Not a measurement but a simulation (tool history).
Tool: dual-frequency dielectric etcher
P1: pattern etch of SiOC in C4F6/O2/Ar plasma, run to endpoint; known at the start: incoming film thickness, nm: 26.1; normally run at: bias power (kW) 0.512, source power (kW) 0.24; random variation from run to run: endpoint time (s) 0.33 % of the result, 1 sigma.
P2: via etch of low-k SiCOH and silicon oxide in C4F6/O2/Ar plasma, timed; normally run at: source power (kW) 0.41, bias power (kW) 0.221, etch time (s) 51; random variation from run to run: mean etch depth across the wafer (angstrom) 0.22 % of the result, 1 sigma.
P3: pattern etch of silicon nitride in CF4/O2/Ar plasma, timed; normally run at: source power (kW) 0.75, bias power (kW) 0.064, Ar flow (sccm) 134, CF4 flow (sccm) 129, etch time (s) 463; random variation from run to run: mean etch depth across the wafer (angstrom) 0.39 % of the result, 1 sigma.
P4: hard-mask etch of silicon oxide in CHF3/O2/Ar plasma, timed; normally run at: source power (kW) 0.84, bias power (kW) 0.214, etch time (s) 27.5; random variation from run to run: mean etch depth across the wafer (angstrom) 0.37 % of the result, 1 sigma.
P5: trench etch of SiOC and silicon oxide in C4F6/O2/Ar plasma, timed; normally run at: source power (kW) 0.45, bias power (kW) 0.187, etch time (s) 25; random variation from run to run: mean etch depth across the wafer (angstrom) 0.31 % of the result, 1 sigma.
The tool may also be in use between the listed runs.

| run | hour | process that ran | bias power (kW) | source power (kW) | Ar flow (sccm) | CF4 flow (sccm) | etch time (s) | hours since the last wet clean | hours since the last bias power generator calibration | hours since the last source power generator calibration | endpoint time (s) | mean etch depth across the wafer (angstrom) |
|---|---|---|---|---|---|---|---|---|---|---|---|---|
| 1 | 14.6 | P1 | 0.512 | 0.24 |  |  |  | 297.9 | 1331.1 | 446.4 | 10.573 |  |
| 2 | 25 | P3 | 0.064 | 0.75 | 161 | 129 | 463 | 308.3 | 1341.5 | 456.8 |  | 13667 |
| 3 | 40.6 | P5 | 0.222 | 0.45 |  |  | 25 | 323.9 | 1357.1 | 472.4 |  | 546.71 |
|  | 53.7 | wet clean of the chamber |
| 4 | 54.5 | P3 | 0.064 | 0.75 | 134 | 129 | 662.5 | 0.9 | 1371 | 486.3 |  | 19876 |
| 5 | 65.8 | P1 | 0.512 | 0.24 |  |  |  | 12.2 | 1382.3 | 497.6 | 10.598 |  |
| 6 | 77.4 | P1 | 0.512 | 0.24 |  |  |  | 23.8 | 1393.9 | 509.2 | 10.601 |  |
| 7 | 88 | P4 | 0.214 | 0.84 |  |  | 27.5 | 34.4 | 1404.5 | 519.8 |  | 656.06 |
| 8 | 104.1 | P2 | 0.221 | 0.41 |  |  | 51 | 50.5 | 1420.6 | 535.9 |  | 1456 |
| 9 | 119.5 | P3 | 0.064 | 0.75 | 134 | 169 | 463 | 65.9 | 1436 | 551.3 |  | 14341 |
| 10 | 136 | P4 | 0.16 | 0.84 |  |  | 27.5 | 82.4 | 1452.5 | 567.8 |  | 598.06 |
| 11 | 144.3 | P5 | 0.187 | 0.53 |  |  | 25 | 90.7 | 1460.8 | 576.1 |  | 552.16 |
| 12 | 153 | P1 | 0.34 | 0.24 |  |  |  | 99.4 | 1469.5 | 584.8 | 12.374 |  |
| 13 | 168.7 | P3 | 0.042 | 0.75 | 134 | 129 | 463 | 115.1 | 1485.2 | 600.5 |  | 11979 |
| 14 | 184.3 | P5 | 0.187 | 0.45 |  |  | 25 | 130.7 | 1500.8 | 616.1 |  | 518.49 |
| 15 | 199.4 | P1 | 0.659 | 0.24 |  |  |  | 145.8 | 1515.9 | 631.2 | 9.5811 |  |
| 16 | 214 | P2 | 0.221 | 0.41 |  |  | 51 | 160.4 | 1530.5 | 645.8 |  | 1456.9 |
| 17 | 224.7 | P5 | 0.187 | 0.45 |  |  | 25 | 171.1 | 1541.2 | 656.5 |  | 519.95 |
|  | 230.8 | source power generator calibrated |
| 18 | 233.4 | P1 | 0.512 | 0.3 |  |  |  | 179.8 | 1549.9 | 2.7 | 9.7831 |  |
| 19 | 247.6 | P5 | 0.187 | 0.45 |  |  | 37 | 194 | 1564.1 | 16.9 |  | 768.38 |
| 20 | 262.7 | P1 | 0.512 | 0.24 |  |  |  | 209.1 | 1579.2 | 32 | 10.646 |  |
| 21 | 279.5 | P1 | 0.347 | 0.31 |  |  |  | 225.9 | 1596 | 48.8 | 11.197 |  |
| 22 | 292.4 | P3 | 0.064 | 0.75 | 134 | 129 | 463 | 238.8 | 1608.9 | 61.7 |  | 13879 |
| 23 | 305.1 | P4 | 0.214 | 0.84 |  |  | 15 | 251.5 | 1621.6 | 74.4 |  | 359.86 |
| 24 | 316.1 | P1 | 0.61 | 0.15 |  |  |  | 262.5 | 1632.6 | 85.4 | 11.711 |  |
| 25 | 330.3 | P3 | 0.064 | 0.6 | 134 | 129 | 463 | 276.7 | 1646.8 | 99.6 |  | 11599 |
| 26 | 341.1 | P3 | 0.064 | 0.75 | 134 | 129 | 463 | 287.5 | 1657.6 | 110.4 |  | 13955 |
| 27 | 358.2 | P1 | 0.512 | 0.18 |  |  |  | 304.6 | 1674.7 | 127.5 | 11.768 |  |
| 28 | 370.6 | P2 | 0.221 | 0.41 |  |  | 28.5 | 317 | 1687.1 | 139.9 |  | 815.05 |
| 29 | 382.1 | P2 | 0.221 | 0.5 |  |  | 51 | 328.5 | 1698.6 | 151.4 |  | 1568.2 |

Run 30 comes next. What will it give?
| 30 | 395.9 | P4 | 0.214 | 0.5 |  |  | 27.5 | 342.3 | 1712.4 | 165.2 |  | ? |

mean etch depth across the wafer (angstrom): 541.86

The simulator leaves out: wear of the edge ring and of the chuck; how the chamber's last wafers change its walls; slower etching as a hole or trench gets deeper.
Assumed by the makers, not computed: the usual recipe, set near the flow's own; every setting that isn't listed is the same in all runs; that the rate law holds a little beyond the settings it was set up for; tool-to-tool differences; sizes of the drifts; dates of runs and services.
